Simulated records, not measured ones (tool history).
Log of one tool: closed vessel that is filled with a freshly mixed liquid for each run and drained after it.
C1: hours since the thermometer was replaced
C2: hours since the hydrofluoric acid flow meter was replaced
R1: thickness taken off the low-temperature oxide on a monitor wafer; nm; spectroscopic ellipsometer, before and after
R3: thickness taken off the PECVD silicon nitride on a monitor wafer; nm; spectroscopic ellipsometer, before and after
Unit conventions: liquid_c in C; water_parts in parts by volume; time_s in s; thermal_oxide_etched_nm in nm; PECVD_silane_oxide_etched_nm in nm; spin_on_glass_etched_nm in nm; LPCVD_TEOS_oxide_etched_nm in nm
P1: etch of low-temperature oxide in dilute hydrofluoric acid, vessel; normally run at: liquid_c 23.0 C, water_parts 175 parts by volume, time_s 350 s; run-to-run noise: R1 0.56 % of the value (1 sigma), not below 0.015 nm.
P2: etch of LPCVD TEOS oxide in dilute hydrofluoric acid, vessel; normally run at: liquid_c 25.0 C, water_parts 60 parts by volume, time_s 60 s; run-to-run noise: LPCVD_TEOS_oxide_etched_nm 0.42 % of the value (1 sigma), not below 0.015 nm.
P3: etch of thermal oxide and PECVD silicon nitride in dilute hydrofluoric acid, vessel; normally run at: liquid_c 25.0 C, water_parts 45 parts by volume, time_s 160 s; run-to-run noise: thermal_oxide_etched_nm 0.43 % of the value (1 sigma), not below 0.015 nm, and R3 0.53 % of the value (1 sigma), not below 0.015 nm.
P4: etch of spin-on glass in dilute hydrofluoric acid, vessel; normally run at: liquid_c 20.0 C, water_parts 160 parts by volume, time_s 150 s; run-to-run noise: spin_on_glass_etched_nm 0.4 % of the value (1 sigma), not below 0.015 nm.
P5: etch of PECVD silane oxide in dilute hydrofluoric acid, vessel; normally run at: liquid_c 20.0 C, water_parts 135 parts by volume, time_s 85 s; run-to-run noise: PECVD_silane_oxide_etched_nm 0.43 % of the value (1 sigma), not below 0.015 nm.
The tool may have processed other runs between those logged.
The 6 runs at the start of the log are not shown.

run 7 hour=71.8 | process=P5 liquid_c=20.0 water_parts=135 time_s=155 | C1=1032.1 C2=1113.0 | PECVD_silane_oxide_etched_nm=23.115
run 8 hour=82.0 | process=P1 liquid_c=23.0 water_parts=175 time_s=350 | C1=1042.3 C2=1123.2 | R1=31.2270
run 9 hour=95.4 | process=P2 liquid_c=25.0 water_parts=60 time_s=115 | C1=1055.7 C2=1136.6 | LPCVD_TEOS_oxide_etched_nm=118.870
run 10 hour=107.5 | process=P1 liquid_c=30.5 water_parts=175 time_s=180 | C1=1067.8 C2=1148.7 | R1=21.2830
run 11 hour=113.7 | process=P2 liquid_c=25.0 water_parts=85 time_s=60 | C1=1074.0 C2=1154.9 | LPCVD_TEOS_oxide_etched_nm=42.065
run 12 hour=127.1 | process=P4 liquid_c=27.0 water_parts=160 time_s=150 | C1=1087.4 C2=1168.3 | spin_on_glass_etched_nm=36.212
run 13 hour=135.7 | process=P1 liquid_c=23.0 water_parts=175 time_s=95 | C1=1096.0 C2=1176.9 | R1=8.5473
run 14 hour=146.5 | process=P4 liquid_c=20.0 water_parts=40 time_s=150 | C1=1106.8 C2=1187.7 | spin_on_glass_etched_nm=126.960
run 15 hour=159.2 | process=P3 liquid_c=25.0 water_parts=45 time_s=160 | C1=1119.5 C2=1200.4 | thermal_oxide_etched_nm=18.7260 R3=7.1791
run 16 hour=172.1 | process=P1 liquid_c=19.5 water_parts=235 time_s=350 | C1=1132.4 C2=1213.3 | R1=19.2070
run 17 hour=179.3 | process=P1 liquid_c=31.0 water_parts=175 time_s=350 | C1=1139.6 C2=1220.5 | R1=41.9750
run 18 hour=185.7 | process=P3 liquid_c=29.5 water_parts=45 time_s=160 | C1=1146.0 C2=1226.9 | thermal_oxide_etched_nm=22.7520 R3=9.6892
run 19 hour=194.0 | process=P2 liquid_c=25.0 water_parts=60 time_s=60 | C1=1154.3 C2=1235.2 | LPCVD_TEOS_oxide_etched_nm=62.536
run 20 hour=201.9 | process=P5 liquid_c=20.0 water_parts=135 time_s=85 | C1=1162.2 C2=1243.1 | PECVD_silane_oxide_etched_nm=12.690
-- hour=204.7 hydrofluoric acid flow meter replaced
run 21 hour=213.3 | process=P3 liquid_c=25.0 water_parts=20 time_s=160 | C1=1173.6 C2=8.7 | thermal_oxide_etched_nm=43.9300 R3=15.8470
run 22 hour=226.3 | process=P5 liquid_c=20.0 water_parts=50 time_s=85 | C1=1186.6 C2=21.7 | PECVD_silane_oxide_etched_nm=37.946

Run 23, settings as shown, results not yet in. Your forecast:
run 23 hour=235.8 | process=P4 liquid_c=20.0 water_parts=160 time_s=250 | C1=1196.1 C2=31.2 | spin_on_glass_etched_nm=?

Run 23 yielded spin_on_glass_etched_nm 46.360 nm.
